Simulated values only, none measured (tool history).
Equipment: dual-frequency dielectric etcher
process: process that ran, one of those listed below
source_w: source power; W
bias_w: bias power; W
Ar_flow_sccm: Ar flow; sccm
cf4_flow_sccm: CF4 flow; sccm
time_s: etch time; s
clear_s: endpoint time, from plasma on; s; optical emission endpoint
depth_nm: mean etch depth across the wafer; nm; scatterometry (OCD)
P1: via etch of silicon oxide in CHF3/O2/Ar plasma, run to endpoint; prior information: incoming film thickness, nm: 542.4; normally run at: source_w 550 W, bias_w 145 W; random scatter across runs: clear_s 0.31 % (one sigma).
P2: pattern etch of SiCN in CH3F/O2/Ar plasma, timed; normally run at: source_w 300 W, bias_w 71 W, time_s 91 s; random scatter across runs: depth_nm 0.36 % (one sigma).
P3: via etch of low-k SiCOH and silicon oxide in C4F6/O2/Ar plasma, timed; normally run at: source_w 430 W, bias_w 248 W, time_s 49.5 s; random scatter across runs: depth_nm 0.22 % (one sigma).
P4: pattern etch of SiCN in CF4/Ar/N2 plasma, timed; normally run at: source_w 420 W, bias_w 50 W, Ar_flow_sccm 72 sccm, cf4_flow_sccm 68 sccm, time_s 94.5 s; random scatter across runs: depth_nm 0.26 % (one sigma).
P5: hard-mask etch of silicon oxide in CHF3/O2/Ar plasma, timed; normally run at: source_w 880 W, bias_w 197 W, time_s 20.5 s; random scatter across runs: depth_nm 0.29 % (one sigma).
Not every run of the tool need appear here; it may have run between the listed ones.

run   hour  process  source_w  bias_w  Ar_flow_sccm  cf4_flow_sccm  time_s  clear_s  depth_nm
  1   13.3       P1       550     145                                        298.84
  2   25.9       P4       300      50            72             68    94.5             53.102
  3   36.2       P1       550     145                                        299.12
  4   51.3       P3       430     248                                   27             81.057
  5   65.1       P3       340     248                                 49.5             135.02
  6   74.2       P5       880     197                                 26.5             64.033
  7   81.4       P1       410     145                                        336.48
  8   97.9       P4       420      36            72             68    94.5             65.187
  9  107.1       P5       880     117                                 20.5             42.231
 10  115.2       P2       230      71                                   91             28.322
 11  124.9       P4       420      50            50             68    94.5             75.455
 12  134.9       P2       300      71                                  126             43.257
 13  148.8       P1       760     145                                        264.72
       153  -- source power generator calibrated
 14  161.3       P2       300      71                                   91             31.276
 15    171       P1       710     116                                        289.81
 16  186.8       P1       550     145                                        299.42
 17  203.4       P5       880     197                                 20.5             49.609
 18  217.9       P1       550     145                                        298.55
 19  232.7       P4       420      50            72             68    94.5             72.069
 20  241.3       P4       420      50            72             46    94.5              67.37
 21  254.2       P5      1240     197                                 20.5             56.744
 22  267.2       P2       300      88                                   91             33.716
 23  280.8       P1       550     198                                        268.84
 24  288.5       P1       550     145                                        298.33
 25  296.5       P3       430     248                                 49.5             148.13
 26  303.7       P1       550      98                                        337.48
 27  317.3       P4       420      50            72             68     137             104.05
 28  326.3       P4       420      50            72             68    94.5             71.626
 29  337.6       P3       430     312                                 49.5             160.87
 30  350.2       P3       430     248                                 49.5             148.29
 31  362.7       P1       550     145                                        297.84
 32  371.6       P1       550     145                                        296.76
 33  382.7       P1       550     145                                        297.31
 34  398.8       P1       550     145                                        294.95
 35  410.6       P1       550     145                                         295.8
 36    427       P1       550     145                                        295.63
       439  -- wet clean of the chamber
 37  442.7       P1       550     145                                        294.57
 38    457       P1       550     145                                        292.25
 39  468.9       P1       550     145                                        295.33
 40  477.9       P1       550     145                                        294.69
 41  492.3       P1       550     145                                        294.35
 42  502.6       P1       550     145                                        294.63

What P1 gives has crept away from where it was. These 2 causes fit the log equally well, each at the size given:
A: source power that arrives over what is set, % = 4.04
B: bias power that arrives over what is set, % = 4.83
At approximately hour 362.7, the process output began to creep.
What rules out each remaining cause:
chamber walls in a state that raises the etch rate, %: serviced at hour 439, after the change had begun; the process did not return to its earlier output

Which of the 4 check runs listed below separates the causes, so that each cause would produce a clearly different result? Each run uses one wafer, and its results are marked with question marks.
check 1  512.9       P5       880     197                                 20.5                  ?
check 2  512.9       P2       300      71                                   91                  ?
check 3  512.9       P4       420      50            72             68    94.5                  ?
check 4  512.9       P3       430     248                                 49.5                  ?

Outcome of each check run for each possible cause:
  check    result    if A    if B
check 1  depth_nm  50.285  50.315
check 2  depth_nm  31.652  31.723
check 3  depth_nm  74.319  72.788
check 4  depth_nm  150.61  150.72
Per check, the gap between the least separated pair of causes, taken in the result that splits them most: check 1 0.06 %; check 2 0.22 %; check 3 2.08 %; check 4 0.07 %
The causes can be told apart only by check 3. The other checks would give nearly the same results under each of them.

The results of check 3 are: depth_nm 72.952 nm. Based on these, which of the listed causes is it?

Of the candidate causes, it is B: bias power that arrives over what is set, %.
